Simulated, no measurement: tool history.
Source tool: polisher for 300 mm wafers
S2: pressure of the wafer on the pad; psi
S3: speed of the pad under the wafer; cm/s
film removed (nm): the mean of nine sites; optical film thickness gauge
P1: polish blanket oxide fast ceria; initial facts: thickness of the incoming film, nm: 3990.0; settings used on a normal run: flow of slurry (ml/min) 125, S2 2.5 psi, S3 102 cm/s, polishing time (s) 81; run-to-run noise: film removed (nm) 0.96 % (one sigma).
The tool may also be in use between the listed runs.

run 1 day=0.358 | flow_of_slurry_(ml/min)=125 S2=2.5 S3=102 polishing_time_(s)=81 | film_removed_(nm)=998.65
run 2 day=0.708 | flow_of_slurry_(ml/min)=125 S2=2.5 S3=102 polishing_time_(s)=81 | film_removed_(nm)=987.74
run 3 day=1.158 | flow_of_slurry_(ml/min)=125 S2=2.5 S3=150 polishing_time_(s)=81 | film_removed_(nm)=1452.30
run 4 day=1.579 | flow_of_slurry_(ml/min)=125 S2=1.3 S3=102 polishing_time_(s)=81 | film_removed_(nm)=511.41
-- day=2.104 worn pad replaced by a new one
run 5 day=2.133 | flow_of_slurry_(ml/min)=125 S2=2.5 S3=68 polishing_time_(s)=81 | film_removed_(nm)=663.12
run 6 day=2.779 | flow_of_slurry_(ml/min)=125 S2=2.5 S3=102 polishing_time_(s)=81 | film_removed_(nm)=981.59
run 7 day=3.300 | flow_of_slurry_(ml/min)=75 S2=2.5 S3=102 polishing_time_(s)=117 | film_removed_(nm)=1223.10
run 8 day=3.917 | flow_of_slurry_(ml/min)=125 S2=3.3 S3=102 polishing_time_(s)=52 | film_removed_(nm)=834.55
run 9 day=4.538 | flow_of_slurry_(ml/min)=125 S2=3.8 S3=102 polishing_time_(s)=81 | film_removed_(nm)=1504.60
run 10 day=4.850 | flow_of_slurry_(ml/min)=125 S2=2.5 S3=46 polishing_time_(s)=59 | film_removed_(nm)=325.40
run 11 day=5.217 | flow_of_slurry_(ml/min)=125 S2=2.5 S3=102 polishing_time_(s)=107 | film_removed_(nm)=1275.80
run 12 day=5.775 | flow_of_slurry_(ml/min)=125 S2=2.5 S3=102 polishing_time_(s)=81 | film_removed_(nm)=984.72
run 13 day=6.267 | flow_of_slurry_(ml/min)=125 S2=2.5 S3=102 polishing_time_(s)=81 | film_removed_(nm)=976.37
run 14 day=6.771 | flow_of_slurry_(ml/min)=125 S2=2.5 S3=102 polishing_time_(s)=46 | film_removed_(nm)=558.48
run 15 day=7.088 | flow_of_slurry_(ml/min)=170 S2=2.5 S3=102 polishing_time_(s)=81 | film_removed_(nm)=1045.40
run 16 day=7.717 | flow_of_slurry_(ml/min)=75 S2=2.5 S3=102 polishing_time_(s)=81 | film_removed_(nm)=870.87
run 17 day=8.179 | flow_of_slurry_(ml/min)=125 S2=2.5 S3=102 polishing_time_(s)=81 | film_removed_(nm)=982.43
run 18 day=8.671 | flow_of_slurry_(ml/min)=125 S2=2.5 S3=102 polishing_time_(s)=81 | film_removed_(nm)=951.31
run 19 day=9.083 | flow_of_slurry_(ml/min)=125 S2=2.5 S3=102 polishing_time_(s)=81 | film_removed_(nm)=930.04
run 20 day=9.525 | flow_of_slurry_(ml/min)=125 S2=2.5 S3=102 polishing_time_(s)=81 | film_removed_(nm)=908.72
run 21 day=9.888 | flow_of_slurry_(ml/min)=125 S2=2.5 S3=102 polishing_time_(s)=81 | film_removed_(nm)=909.32
run 22 day=10.221 | flow_of_slurry_(ml/min)=125 S2=2.5 S3=102 polishing_time_(s)=81 | film_removed_(nm)=884.83
run 23 day=10.862 | flow_of_slurry_(ml/min)=125 S2=2.5 S3=102 polishing_time_(s)=81 | film_removed_(nm)=865.36
-- day=11.142 worn pad replaced by a new one
run 24 day=11.346 | flow_of_slurry_(ml/min)=125 S2=2.5 S3=102 polishing_time_(s)=81 | film_removed_(nm)=882.11
run 25 day=11.750 | flow_of_slurry_(ml/min)=125 S2=2.5 S3=102 polishing_time_(s)=81 | film_removed_(nm)=885.80
run 26 day=12.404 | flow_of_slurry_(ml/min)=125 S2=2.5 S3=102 polishing_time_(s)=81 | film_removed_(nm)=870.99
run 27 day=13.000 | flow_of_slurry_(ml/min)=125 S2=2.5 S3=102 polishing_time_(s)=81 | film_removed_(nm)=876.98

What P1 gives has crept off from where it sat before. The 2 causes that follow fit the log equally well, each at the size noted:
A: head's pressure below its setpoint, % = 11.3
B: slurry flow missing at the pad, % = 37.6
The drift started at roughly day 8.179.
Each remaining cause and why it is not a fit:
removal rate lost through wear of the pad, %: serviced at day 11.142, after the drift had started, without restoring the earlier output

4 check runs are offered, each on 2 wafers whose results are averaged, their results left as question marks. Which one tells the causes apart?
run check 1 day=13.596 | flow_of_slurry_(ml/min)=75 S2=1.5 S3=102 polishing_time_(s)=81 | film_removed_(nm)=?
run check 2 day=13.596 | flow_of_slurry_(ml/min)=125 S2=1.4 S3=102 polishing_time_(s)=81 | film_removed_(nm)=?
run check 3 day=13.596 | flow_of_slurry_(ml/min)=125 S2=3.8 S3=102 polishing_time_(s)=81 | film_removed_(nm)=?
run check 4 day=13.596 | flow_of_slurry_(ml/min)=125 S2=2.5 S3=102 polishing_time_(s)=64 | film_removed_(nm)=?

If the cause were each of the candidates in turn, the checks would give the following:
check=check_1 result=film_removed_(nm) if_A=459.39 if_B=431.04
check=check_2 result=film_removed_(nm) if_A=489.29 if_B=489.38
check=check_3 result=film_removed_(nm) if_A=1328.10 if_B=1328.30
check=check_4 result=film_removed_(nm) if_A=690.35 if_B=690.48
Minimum pairwise separation of causes per check, each pair taken at its best-separating result: check 1 6.37 %; check 2 0.02 %; check 3 0.02 %; check 4 0.02 %
Of the check runs offered, only check 1 discriminates between the causes; the rest would read about the same regardless of which cause applies.

Running check 1 produced the following: film removed (nm) 455.77. Which one of the listed causes fits?

The cause is A: head's pressure below its setpoint, %.
